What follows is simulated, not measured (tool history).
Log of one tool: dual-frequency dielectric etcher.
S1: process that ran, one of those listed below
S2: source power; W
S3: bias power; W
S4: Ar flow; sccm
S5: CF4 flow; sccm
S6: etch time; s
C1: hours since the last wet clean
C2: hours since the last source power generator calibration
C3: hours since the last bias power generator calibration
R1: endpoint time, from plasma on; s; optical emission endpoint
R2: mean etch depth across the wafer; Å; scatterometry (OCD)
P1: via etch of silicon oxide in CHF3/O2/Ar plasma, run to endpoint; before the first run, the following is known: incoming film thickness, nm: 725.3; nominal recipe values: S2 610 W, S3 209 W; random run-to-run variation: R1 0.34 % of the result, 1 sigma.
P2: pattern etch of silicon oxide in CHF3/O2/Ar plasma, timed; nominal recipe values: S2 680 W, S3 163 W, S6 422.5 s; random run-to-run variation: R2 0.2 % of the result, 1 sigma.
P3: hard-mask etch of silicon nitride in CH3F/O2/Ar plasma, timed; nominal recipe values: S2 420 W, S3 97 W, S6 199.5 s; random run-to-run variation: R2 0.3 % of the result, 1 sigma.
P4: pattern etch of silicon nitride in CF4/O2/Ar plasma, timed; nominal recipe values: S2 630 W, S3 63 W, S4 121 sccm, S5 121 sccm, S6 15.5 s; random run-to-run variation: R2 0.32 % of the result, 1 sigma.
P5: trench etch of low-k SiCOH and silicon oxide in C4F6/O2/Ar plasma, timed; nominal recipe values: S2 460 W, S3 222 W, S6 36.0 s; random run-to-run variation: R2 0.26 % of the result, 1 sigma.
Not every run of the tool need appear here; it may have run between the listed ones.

| run | day | S1 | S2 | S3 | S4 | S5 | S6 | C1 | C2 | C3 | R1 | R2 |
|---|---|---|---|---|---|---|---|---|---|---|---|---|
| 1 | 0.417 | P1 | 610 | 209 |  |  |  | 298.5 | 2724.9 | 895.0 | 350.05 |  |
| 2 | 0.938 | P4 | 630 | 63 | 121 | 151 | 15.5 | 311.0 | 2737.4 | 907.5 |  | 408.92 |
| 3 | 1.429 | P3 | 420 | 97 |  |  | 199.5 | 322.8 | 2749.2 | 919.3 |  | 1652.00 |
| 4 | 1.738 | P1 | 610 | 209 |  |  |  | 330.2 | 2756.6 | 926.7 | 350.50 |  |
| 5 | 2.262 | P3 | 420 | 97 |  |  | 199.5 | 342.8 | 2769.2 | 939.3 |  | 1647.00 |
| 6 | 2.725 | P3 | 420 | 135 |  |  | 199.5 | 353.9 | 2780.3 | 950.4 |  | 1869.90 |
| 7 | 2.979 | P3 | 540 | 97 |  |  | 199.5 | 360.0 | 2786.4 | 956.5 |  | 1807.20 |
| 8 | 3.221 | P1 | 390 | 244 |  |  |  | 365.8 | 2792.2 | 962.3 | 389.94 |  |
| 9 | 3.562 | P1 | 610 | 209 |  |  |  | 374.0 | 2800.4 | 970.5 | 351.53 |  |
| 10 | 3.954 | P1 | 610 | 209 |  |  |  | 383.4 | 2809.8 | 979.9 | 347.42 |  |
| 11 | 4.392 | P5 | 630 | 222 |  |  | 36.0 | 393.9 | 2820.3 | 990.4 |  | 1421.80 |
| 12 | 4.754 | P2 | 680 | 199 |  |  | 422.5 | 402.6 | 2829.0 | 999.1 |  | 9283.10 |
| 13 | 5.038 | P1 | 380 | 209 |  |  |  | 409.4 | 2835.8 | 1005.9 | 416.33 |  |
| 14 | 5.288 | P1 | 800 | 209 |  |  |  | 415.4 | 2841.8 | 1011.9 | 315.51 |  |
| 15 | 5.567 | P5 | 460 | 284 |  |  | 36.0 | 422.1 | 2848.5 | 1018.6 |  | 1372.60 |
| 16 | 6.046 | P4 | 630 | 63 | 121 | 121 | 15.5 | 433.6 | 2860.0 | 1030.1 |  | 399.21 |
| 17 | 6.367 | P1 | 610 | 209 |  |  |  | 441.3 | 2867.7 | 1037.8 | 349.42 |  |
| 18 | 6.888 | P4 | 470 | 63 | 121 | 121 | 15.5 | 453.8 | 2880.2 | 1050.3 |  | 308.12 |
| 19 | 7.196 | P1 | 610 | 256 |  |  |  | 461.2 | 2887.6 | 1057.7 | 324.92 |  |
| 20 | 7.633 | P1 | 610 | 125 |  |  |  | 471.7 | 2898.1 | 1068.2 | 413.19 |  |
| 21 | 8.104 | P3 | 420 | 97 |  |  | 138.5 | 483.0 | 2909.4 | 1079.5 |  | 1140.90 |
| 22 | 8.588 | P1 | 840 | 163 |  |  |  | 494.6 | 2921.0 | 1091.1 | 336.31 |  |
| 23 | 8.900 | P5 | 460 | 222 |  |  | 20.0 | 502.1 | 2928.5 | 1098.6 |  | 700.68 |
| 24 | 9.412 | P4 | 630 | 63 | 87 | 121 | 15.5 | 514.4 | 2940.8 | 1110.9 |  | 411.95 |
| 25 | 9.792 | P5 | 460 | 222 |  |  | 36.0 | 523.5 | 2949.9 | 1120.0 |  | 1264.40 |
| 26 | 10.129 | P1 | 610 | 209 |  |  |  | 531.6 | 2958.0 | 1128.1 | 349.80 |  |
| 27 | 10.571 | P1 | 610 | 209 |  |  |  | 542.2 | 2968.6 | 1138.7 | 350.38 |  |
| 28 | 10.971 | P4 | 630 | 46 | 121 | 121 | 15.5 | 551.8 | 2978.2 | 1148.3 |  | 352.65 |
|  | 11.396 | wet clean of the chamber |
| 29 | 11.429 | P4 | 630 | 63 | 121 | 121 | 15.5 | 0.9 | 2989.2 | 1159.3 |  | 397.61 |
| 30 | 11.842 | P2 | 680 | 163 |  |  | 422.5 | 10.8 | 2999.1 | 1169.2 |  | 8664.00 |
| 31 | 12.125 | P5 | 460 | 222 |  |  | 36.0 | 17.6 | 3005.9 | 1176.0 |  | 1256.30 |
| 32 | 12.408 | P2 | 680 | 163 |  |  | 301.0 | 24.4 | 3012.7 | 1182.8 |  | 6180.70 |
| 33 | 12.658 | P4 | 630 | 63 | 121 | 121 | 8.5 | 30.4 | 3018.7 | 1188.8 |  | 218.25 |
| 34 | 13.096 | P2 | 550 | 163 |  |  | 422.5 | 40.9 | 3029.2 | 1199.3 |  | 7961.30 |
| 35 | 13.342 | P1 | 610 | 209 |  |  |  | 46.8 | 3035.1 | 1205.2 | 349.08 |  |
| 36 | 13.758 | P1 | 610 | 209 |  |  |  | 56.8 | 3045.1 | 1215.2 | 352.67 |  |
| 37 | 14.204 | P1 | 610 | 209 |  |  |  | 67.5 | 3055.8 | 1225.9 | 351.26 |  |
| 38 | 14.612 | P1 | 610 | 209 |  |  |  | 77.3 | 3065.6 | 1235.7 | 356.74 |  |

The next listed run, before its measurement:
| 39 | 14.908 | P1 | 610 | 209 |  |  |  | 84.4 | 3072.7 | 1242.8 | ? |  |

R1: 353.45 s
